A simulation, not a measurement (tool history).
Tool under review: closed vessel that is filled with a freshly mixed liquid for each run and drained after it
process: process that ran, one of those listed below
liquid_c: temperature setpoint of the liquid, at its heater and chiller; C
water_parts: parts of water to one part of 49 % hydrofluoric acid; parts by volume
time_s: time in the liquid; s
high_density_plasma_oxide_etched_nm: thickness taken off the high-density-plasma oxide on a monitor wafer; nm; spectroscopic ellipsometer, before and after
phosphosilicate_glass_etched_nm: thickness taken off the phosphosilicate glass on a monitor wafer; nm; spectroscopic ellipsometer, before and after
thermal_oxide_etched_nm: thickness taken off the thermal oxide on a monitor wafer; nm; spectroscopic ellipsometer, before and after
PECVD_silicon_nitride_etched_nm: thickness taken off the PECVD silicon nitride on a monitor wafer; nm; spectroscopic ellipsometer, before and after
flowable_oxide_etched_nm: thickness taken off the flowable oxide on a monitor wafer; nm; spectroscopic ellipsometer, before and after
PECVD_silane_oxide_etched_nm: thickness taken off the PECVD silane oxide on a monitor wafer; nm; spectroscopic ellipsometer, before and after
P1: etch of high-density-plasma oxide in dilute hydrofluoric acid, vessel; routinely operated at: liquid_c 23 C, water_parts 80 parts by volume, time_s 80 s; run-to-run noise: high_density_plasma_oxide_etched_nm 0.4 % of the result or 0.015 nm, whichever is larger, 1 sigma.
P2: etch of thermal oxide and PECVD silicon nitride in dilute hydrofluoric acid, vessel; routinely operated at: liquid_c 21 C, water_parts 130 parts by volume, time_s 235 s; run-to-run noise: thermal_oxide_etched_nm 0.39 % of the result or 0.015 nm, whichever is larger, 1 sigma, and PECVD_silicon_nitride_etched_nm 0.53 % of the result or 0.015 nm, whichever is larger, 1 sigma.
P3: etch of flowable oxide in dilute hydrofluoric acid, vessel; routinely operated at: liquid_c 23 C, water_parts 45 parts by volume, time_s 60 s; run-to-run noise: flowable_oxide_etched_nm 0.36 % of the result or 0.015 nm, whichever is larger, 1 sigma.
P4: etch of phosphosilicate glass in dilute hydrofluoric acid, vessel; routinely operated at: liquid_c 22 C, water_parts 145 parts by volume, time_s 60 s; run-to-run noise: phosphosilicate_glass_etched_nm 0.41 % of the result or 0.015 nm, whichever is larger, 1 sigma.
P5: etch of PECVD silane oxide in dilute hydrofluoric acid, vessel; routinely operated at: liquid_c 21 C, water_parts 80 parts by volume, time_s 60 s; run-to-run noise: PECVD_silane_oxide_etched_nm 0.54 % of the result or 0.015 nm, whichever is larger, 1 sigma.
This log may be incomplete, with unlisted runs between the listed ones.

| run | hour | process | liquid_c | water_parts | time_s | high_density_plasma_oxide_etched_nm | phosphosilicate_glass_etched_nm | thermal_oxide_etched_nm | PECVD_silicon_nitride_etched_nm | flowable_oxide_etched_nm | PECVD_silane_oxide_etched_nm |
|---|---|---|---|---|---|---|---|---|---|---|---|
| 1 | 6.8 | P1 | 23 | 80 | 80 | 5.8741 |  |  |  |  |  |
| 2 | 14.1 | P1 | 28.5 | 80 | 80 | 7.2818 |  |  |  |  |  |
| 3 | 20.2 | P1 | 23 | 80 | 80 | 5.9055 |  |  |  |  |  |
| 4 | 30.5 | P1 | 23 | 80 | 80 | 5.8933 |  |  |  |  |  |
| 5 | 37.3 | P4 | 22 | 145 | 60 |  | 36.232 |  |  |  |  |
| 6 | 45.1 | P2 | 21 | 130 | 235 |  |  | 7.8709 | 8.1935 |  |  |
| 7 | 53.9 | P2 | 21 | 130 | 235 |  |  | 7.8785 | 8.3098 |  |  |
| 8 | 59 | P3 | 23 | 20 | 60 |  |  |  |  | 111.64 |  |
| 9 | 65.1 | P1 | 17 | 80 | 80 | 4.6042 |  |  |  |  |  |
| 10 | 73.7 | P1 | 23 | 55 | 30 | 3.3217 |  |  |  |  |  |
| 11 | 83.9 | P1 | 23 | 80 | 30 | 2.1999 |  |  |  |  |  |
| 12 | 89 | P1 | 23 | 110 | 80 | 4.151 |  |  |  |  |  |
| 13 | 97.1 | P3 | 23 | 45 | 60 |  |  |  |  | 48.091 |  |
| 14 | 102 | P4 | 17 | 145 | 60 |  | 29.344 |  |  |  |  |
| 15 | 107.6 | P4 | 22 | 200 | 60 |  | 24.697 |  |  |  |  |
| 16 | 115.4 | P3 | 27.5 | 45 | 60 |  |  |  |  | 57.835 |  |
| 17 | 123.2 | P5 | 21 | 80 | 115 |  |  |  |  |  | 60.322 |
| 18 | 129.5 | P5 | 25.5 | 80 | 60 |  |  |  |  |  | 37.498 |
| 19 | 134.3 | P2 | 21 | 80 | 235 |  |  | 13.459 | 13.308 |  |  |
| 20 | 139.7 | P3 | 23 | 45 | 60 |  |  |  |  | 48.155 |  |
| 21 | 148.7 | P2 | 21 | 130 | 425 |  |  | 14.097 | 14.986 |  |  |
| 22 | 155.9 | P1 | 23 | 80 | 80 | 5.874 |  |  |  |  |  |
| 23 | 164.6 | P4 | 22 | 145 | 30 |  | 17.989 |  |  |  |  |
| 24 | 173.1 | P1 | 23 | 80 | 80 | 5.8637 |  |  |  |  |  |
| 25 | 182.8 | P1 | 23 | 80 | 80 | 5.8977 |  |  |  |  |  |
| 26 | 188.8 | P3 | 23 | 45 | 95 |  |  |  |  | 76.25 |  |
| 27 | 195.5 | P1 | 23 | 80 | 140 | 10.399 |  |  |  |  |  |
| 28 | 206.1 | P5 | 21 | 80 | 60 |  |  |  |  |  | 31.3 |
| 29 | 215.7 | P5 | 21 | 80 | 60 |  |  |  |  |  | 31.617 |
| 30 | 221.8 | P2 | 27.5 | 130 | 235 |  |  | 10.059 | 12.497 |  |  |
| 31 | 230.4 | P5 | 21 | 125 | 60 |  |  |  |  |  | 19.091 |
| 32 | 237.4 | P1 | 23 | 45 | 80 | 10.908 |  |  |  |  |  |
| 33 | 242.8 | P1 | 23 | 80 | 80 | 5.8964 |  |  |  |  |  |
| 34 | 251.7 | P1 | 23 | 80 | 80 | 5.8712 |  |  |  |  |  |
| 35 | 260.1 | P1 | 23 | 80 | 80 | 5.6599 |  |  |  |  |  |
| 36 | 269.1 | P1 | 23 | 80 | 80 | 5.5082 |  |  |  |  |  |
| 37 | 276.7 | P1 | 23 | 80 | 80 | 5.4739 |  |  |  |  |  |
| 38 | 283.7 | P1 | 23 | 80 | 80 | 5.4727 |  |  |  |  |  |
| 39 | 290.4 | P1 | 23 | 80 | 80 | 5.3999 |  |  |  |  |  |
| 40 | 298.9 | P1 | 23 | 80 | 80 | 5.4373 |  |  |  |  |  |

P1 no longer gives what it gave before; its output has crept away from where it was. The following 2 causes, each at its listed size, fit the log equally well:
A: liquid colder than its thermometer reads (K) = 1.96
B: hydrofluoric acid flow below the setpoint (%) = 6.99
The gradual shift began around hour 251.7.

Consider the 4 single-wafer check runs listed below, results given as question marks: which one distinguishes between the causes by giving clearly different results for each?
| check 1 | 307.4 | P4 | 22 | 145 | 60 |  | ? |  |  |  |  |
| check 2 | 307.4 | P5 | 21 | 80 | 60 |  |  |  |  |  | ? |
| check 3 | 307.4 | P3 | 23 | 45 | 60 |  |  |  |  | ? |  |
| check 4 | 307.4 | P2 | 21 | 130 | 235 |  |  | ? | ? |  |  |

What every check run would give for each of its results, assuming each possible cause in turn:
| check | result | if A | if B |
|---|---|---|---|
| check 1 | phosphosilicate_glass_etched_nm | 33.296 | 33.067 |
| check 2 | PECVD_silane_oxide_etched_nm | 28.91 | 28.969 |
| check 3 | flowable_oxide_etched_nm | 44.307 | 44.549 |
| check 4 | thermal_oxide_etched_nm | 7.2293 | 7.1995 |
| check 4 | PECVD_silicon_nitride_etched_nm | 7.2445 | 7.7002 |
Distance between the nearest two causes, measured in the result of the check that separates them most: check 1 0.69 %; check 2 0.21 %; check 3 0.54 %; check 4 6.1 %
Check 4 tells the causes apart: in the others they would give nearly the same result.

The results of check 4 are: thermal_oxide_etched_nm 7.2422 nm; PECVD_silicon_nitride_etched_nm 7.1503 nm. Based on these, which of the listed causes is it?

Of the candidate causes, it is A: liquid colder than its thermometer reads (K).

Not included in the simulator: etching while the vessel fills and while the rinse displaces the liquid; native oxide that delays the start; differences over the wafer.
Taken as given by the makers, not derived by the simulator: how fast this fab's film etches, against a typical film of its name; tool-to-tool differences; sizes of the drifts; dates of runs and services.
